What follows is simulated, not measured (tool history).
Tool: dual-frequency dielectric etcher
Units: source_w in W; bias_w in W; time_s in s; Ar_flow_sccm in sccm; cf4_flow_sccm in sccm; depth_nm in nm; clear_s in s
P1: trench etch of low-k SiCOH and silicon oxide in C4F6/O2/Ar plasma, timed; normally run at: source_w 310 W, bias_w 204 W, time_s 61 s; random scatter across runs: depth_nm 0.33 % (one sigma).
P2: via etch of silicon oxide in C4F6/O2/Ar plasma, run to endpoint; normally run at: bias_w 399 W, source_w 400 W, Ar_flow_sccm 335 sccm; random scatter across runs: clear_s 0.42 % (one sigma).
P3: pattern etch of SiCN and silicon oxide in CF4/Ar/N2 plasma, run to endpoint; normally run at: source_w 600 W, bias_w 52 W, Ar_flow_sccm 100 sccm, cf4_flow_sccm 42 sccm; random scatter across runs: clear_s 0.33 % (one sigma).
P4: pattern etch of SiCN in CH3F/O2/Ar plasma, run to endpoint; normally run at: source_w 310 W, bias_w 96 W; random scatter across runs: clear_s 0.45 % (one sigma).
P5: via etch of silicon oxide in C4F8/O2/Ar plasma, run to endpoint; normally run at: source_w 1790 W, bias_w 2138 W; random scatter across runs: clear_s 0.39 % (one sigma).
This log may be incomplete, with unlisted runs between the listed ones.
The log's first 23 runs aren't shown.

run   hour  process  source_w  bias_w  time_s  Ar_flow_sccm  cf4_flow_sccm  hours since the last wet clean  hours since the last source power generator calibration  hours since the last bias power generator calibration  depth_nm  clear_s
 24  282.4       P4       310     131                                                                390.7                                                     75.1                                                 1003.3             24.957
 25  295.3       P3       600      52                    81             42                           403.6                                                       88                                                 1016.2             12.771
 26  308.5       P4       310      96                                                                416.8                                                    101.2                                                 1029.4             28.104
 27  319.8       P3       430      52                   100             42                           428.1                                                    112.5                                                 1040.7             17.838
 28  335.2       P1       310     271      61                                                        443.5                                                    127.9                                                 1056.1    198.31
 29  343.7       P2       400     399                   272                                            452                                                    136.4                                                 1064.6             44.708
 30  354.3       P3       600      52                   100             42                           462.6                                                      147                                                 1075.2             13.281
 31  371.2       P1       400     204      61                                                        479.5                                                    163.9                                                 1092.1     198.2
 32  386.9       P1       310     204      61                                                        495.2                                                    179.6                                                 1107.8    180.85

What will run 33 give?
 33   403       P1       310     204      35                                                        511.3                                                    195.7                                                 1123.9         ?

{"run 33": {"depth_nm": 103.94}}
